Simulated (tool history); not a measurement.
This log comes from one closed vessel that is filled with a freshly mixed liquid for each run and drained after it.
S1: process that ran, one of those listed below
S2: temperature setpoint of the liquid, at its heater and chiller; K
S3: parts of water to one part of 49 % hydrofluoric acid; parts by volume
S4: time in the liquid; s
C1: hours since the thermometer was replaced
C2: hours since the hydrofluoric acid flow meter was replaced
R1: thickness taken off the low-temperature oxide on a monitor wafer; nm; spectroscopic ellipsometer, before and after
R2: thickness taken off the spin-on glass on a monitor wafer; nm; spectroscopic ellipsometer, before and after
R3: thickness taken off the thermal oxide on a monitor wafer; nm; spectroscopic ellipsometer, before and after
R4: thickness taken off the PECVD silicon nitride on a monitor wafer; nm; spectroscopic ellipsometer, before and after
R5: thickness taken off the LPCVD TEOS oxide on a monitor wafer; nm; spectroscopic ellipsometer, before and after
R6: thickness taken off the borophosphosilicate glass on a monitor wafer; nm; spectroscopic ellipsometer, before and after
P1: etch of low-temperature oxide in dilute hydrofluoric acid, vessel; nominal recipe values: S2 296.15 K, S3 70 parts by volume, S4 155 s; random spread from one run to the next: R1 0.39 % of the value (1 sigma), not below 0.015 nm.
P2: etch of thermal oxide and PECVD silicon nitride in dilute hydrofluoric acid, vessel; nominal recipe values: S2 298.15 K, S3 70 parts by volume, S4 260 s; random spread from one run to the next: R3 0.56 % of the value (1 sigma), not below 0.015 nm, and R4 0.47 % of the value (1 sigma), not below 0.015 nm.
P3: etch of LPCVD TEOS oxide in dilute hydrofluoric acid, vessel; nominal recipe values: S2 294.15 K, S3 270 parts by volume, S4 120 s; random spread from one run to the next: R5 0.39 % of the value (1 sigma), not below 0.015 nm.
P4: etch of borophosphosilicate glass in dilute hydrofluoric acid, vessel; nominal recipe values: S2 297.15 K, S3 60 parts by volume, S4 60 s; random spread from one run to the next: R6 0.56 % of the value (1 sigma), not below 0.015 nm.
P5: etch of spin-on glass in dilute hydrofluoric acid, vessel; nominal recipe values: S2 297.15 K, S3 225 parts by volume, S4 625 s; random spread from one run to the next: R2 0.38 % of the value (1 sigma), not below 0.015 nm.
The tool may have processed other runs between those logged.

run	hour	S1	S2	S3	S4	C1	C2	R1	R2	R3	R4	R5	R6
1	9.6	P1	296.15	70	155	1237.2	890.8	37.770					
2	19.5	P5	290.15	225	625	1247.1	900.7		39.455				
3	30.7	P2	298.15	100	260	1258.3	911.9			12.751	15.230		
4	38.9	P1	296.15	70	155	1266.5	920.1	37.967					
5	51.3	P1	296.15	70	155	1278.9	932.5	37.911					
6	60.0	P3	294.15	270	185	1287.6	941.2					29.153	
7	71.6	P1	296.15	70	300	1299.2	952.8	73.198					
8	84.7	P2	298.15	70	500	1312.3	965.9			36.227	42.200		
9	92.7	P4	297.15	60	60	1320.3	973.9						55.825
10	106.7	P3	294.15	270	120	1334.3	987.9					18.900	
11	114.8	P1	296.15	125	155	1342.4	996.0	19.833					
12	122.5	P5	297.15	375	625	1350.1	1003.7		27.050				
13	131.2	P1	296.15	70	155	1358.8	1012.4	37.779					
14	140.1	P4	297.15	60	30	1367.7	1021.3						27.797
15	151.9	P5	297.15	225	625	1379.5	1033.1		52.191				
16	164.5	P4	297.15	85	60	1392.1	1045.7						38.203
17	177.3	P1	296.15	30	155	1404.9	1058.5	93.165					
18	188.2	P3	294.15	50	120	1415.8	1069.4					128.640	
19	203.0	P1	301.65	100	155	1430.6	1084.2	31.690					
20	212.4	P4	304.65	60	60	1440.0	1093.6						75.121
21	219.6	P1	296.15	70	155	1447.2	1100.8	37.547					
22	228.6	P1	296.15	70	155	1456.2	1109.8	37.958					
23	242.2	P1	301.15	70	155	1469.8	1123.4	46.261					
24	253.3	P2	292.15	70	260	1480.9	1134.5			14.867	14.457		
25	265.9	P5	297.15	225	625	1493.5	1147.1		51.566				
26	280.6	P3	290.15	270	120	1508.2	1161.8					16.231	
27	291.5	P1	296.15	70	60	1519.1	1172.7	14.745					
28	300.5	P2	298.15	70	260	1528.1	1181.7			18.995	21.883		
29	312.2	P1	296.15	110	85	1539.8	1193.4	12.613					
30	319.2	P1	290.15	70	155	1546.8	1200.4	29.306					
31	331.5	P5	297.15	225	1250	1559.1	1212.7		103.690				
32	346.4	P1	296.15	70	155	1574.0	1227.6	37.813					
33	355.8	P1	296.15	70	155	1583.4	1237.0	38.863					
34	371.4	P1	296.15	70	155	1599.0	1252.6	39.321					
35	380.5	P1	296.15	70	155	1608.1	1261.7	39.612					
36	392.5	P1	296.15	70	155	1620.1	1273.7	39.825					
37	407.9	P1	296.15	70	155	1635.5	1289.1	40.138					
38	416.3	P1	296.15	70	155	1643.9	1297.5	40.146					

Estimate the outcome of run 39 from the log above:
39	423.9	P1	296.15	70	155	1651.5	1305.1	?					

{"run 39": {"R1": 40.043}}

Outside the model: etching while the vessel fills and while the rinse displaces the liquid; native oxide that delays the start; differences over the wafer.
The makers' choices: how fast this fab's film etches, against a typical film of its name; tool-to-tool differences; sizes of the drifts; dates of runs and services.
